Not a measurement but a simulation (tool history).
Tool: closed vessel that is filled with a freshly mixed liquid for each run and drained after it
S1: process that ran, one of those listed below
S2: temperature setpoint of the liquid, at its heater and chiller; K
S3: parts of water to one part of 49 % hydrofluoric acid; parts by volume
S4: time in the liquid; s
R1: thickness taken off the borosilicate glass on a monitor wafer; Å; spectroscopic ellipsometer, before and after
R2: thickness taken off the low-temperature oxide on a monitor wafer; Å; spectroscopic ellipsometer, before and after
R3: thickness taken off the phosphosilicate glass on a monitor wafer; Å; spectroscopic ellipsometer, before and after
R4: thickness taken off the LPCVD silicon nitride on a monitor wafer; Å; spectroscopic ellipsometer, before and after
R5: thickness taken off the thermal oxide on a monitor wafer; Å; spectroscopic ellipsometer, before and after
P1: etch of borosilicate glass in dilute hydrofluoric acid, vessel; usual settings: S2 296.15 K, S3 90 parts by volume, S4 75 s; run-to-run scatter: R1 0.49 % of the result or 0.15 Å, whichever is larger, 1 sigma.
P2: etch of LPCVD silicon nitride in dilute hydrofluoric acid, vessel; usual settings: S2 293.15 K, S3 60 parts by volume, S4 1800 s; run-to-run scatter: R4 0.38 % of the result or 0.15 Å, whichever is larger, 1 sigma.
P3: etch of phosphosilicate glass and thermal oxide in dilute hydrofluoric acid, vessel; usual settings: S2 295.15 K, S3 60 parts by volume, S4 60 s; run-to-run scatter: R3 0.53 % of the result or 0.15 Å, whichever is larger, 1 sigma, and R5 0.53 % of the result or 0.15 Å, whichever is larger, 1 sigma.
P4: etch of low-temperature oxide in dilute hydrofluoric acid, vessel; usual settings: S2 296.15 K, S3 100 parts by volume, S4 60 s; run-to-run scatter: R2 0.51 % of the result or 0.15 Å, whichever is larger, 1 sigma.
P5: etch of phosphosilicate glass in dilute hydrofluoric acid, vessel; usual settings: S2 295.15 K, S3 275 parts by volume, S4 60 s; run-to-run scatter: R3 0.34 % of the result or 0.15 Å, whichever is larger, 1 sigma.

run   hour  S1      S2   S3    S4      R1      R2      R3      R4      R5
  1    7.1  P1  296.15   90    75  258.66
  2   15.1  P1  296.15   90    75  257.82
  3   28.1  P4  296.15  100    35           75.49
  4   37.4  P1  300.65   90    75  304.16
  5     46  P1  296.15   90    75  255.17
  6   57.3  P5  295.15   55    60                  631.16
  7   66.7  P4  296.15  100    60          129.38
  8   76.7  P1  296.15  160    75  133.79
  9   83.6  P2  299.15   60  1800                          162.08
 10   92.6  P5  295.15  275    30                  49.606
 11  101.9  P1  296.15   90    75  257.49
 12  109.4  P1  290.65   90    75  204.17
 13  116.8  P3  301.65   60    60                  824.25          59.088
 14  126.2  P1  296.15  130   120  271.73
 15  135.2  P3  295.15   95    60                  383.51          27.506
 16  143.1  P2  293.15   60  1800                           108.2
 17    151  P3  295.15   60    60                  630.62          45.771
 18  165.9  P4  300.15  100    60          152.51
 19  178.4  P3  295.15   60    30                  320.83          22.845
 20  188.2  P5  295.15  275    60                  99.178
 21  196.4  P4  296.15   30    60           473.4
 22  203.7  P3  295.15   60    60                  633.28          45.119
 23  212.5  P2  293.15   60  1800                          108.28
 24    228  P5  290.15  275    60                  82.277
     228.4  -- thermometer replaced
 25  241.2  P4  296.15  100    60          128.53
 26  253.3  P1  296.15   35    75   707.8
 27    262  P2  293.15  105  1800                          62.086
 28  274.3  P1  296.15   90    30  102.63
 29  286.6  P2  293.15   60  3290                          196.94
 30  300.9  P1  296.15   90   120  408.05
 31  312.9  P1  296.15   90    75  259.76
 32  320.5  P1  296.15   90    75  252.72
 33  329.7  P1  296.15   90    75  249.91
 34  343.2  P1  296.15   90    75  246.66
 35  357.7  P1  296.15   90    75   244.3
 36  372.3  P1  296.15   90    75   241.6
 37  386.8  P1  296.15   90    75  239.26
 38  399.1  P1  296.15   90    75  237.51
 39  411.3  P1  296.15   90    75   237.9
 40  425.6  P1  296.15   90    75  238.47
 41  436.1  P1  296.15   90    75  238.77
 42  450.6  P1  296.15   90    75  237.99

What P1 gives has crept away from where it was. These 2 causes fit the log equally well, each at the size given:
A: liquid colder than its thermometer reads (K) = 1.84
B: hydrofluoric acid flow below the setpoint (%) = 6.47
The creep began at about hour 312.9.

4 check runs are offered, one wafer each, their results left as question marks. Which one tells the causes apart?
check 1  465.1  P2  293.15   60  3045               ?
check 2  465.1  P4  299.15  100    60       ?
check 3  465.1  P5  290.15   65    60           ?
check 4  465.1  P3  301.15   60    35           ?       ?

What each check would give under each cause:
  check  result    if A    if B
check 1      R4  160.41  170.84
check 2      R2   135.9  135.41
check 3      R3  392.11  395.27
check 4      R3  437.28  437.46
check 4      R5  31.523  31.536
How far apart the two closest causes lie, in the result that separates them most: check 1 6.3 %; check 2 0.36 %; check 3 0.8 %; check 4 0.04 %
Only check 1 tells the causes apart: in the others they would give nearly the same result.

Then check 1 was run and gave: R4 160.3 Å. Which cause is it?

It is A: liquid colder than its thermometer reads (K).
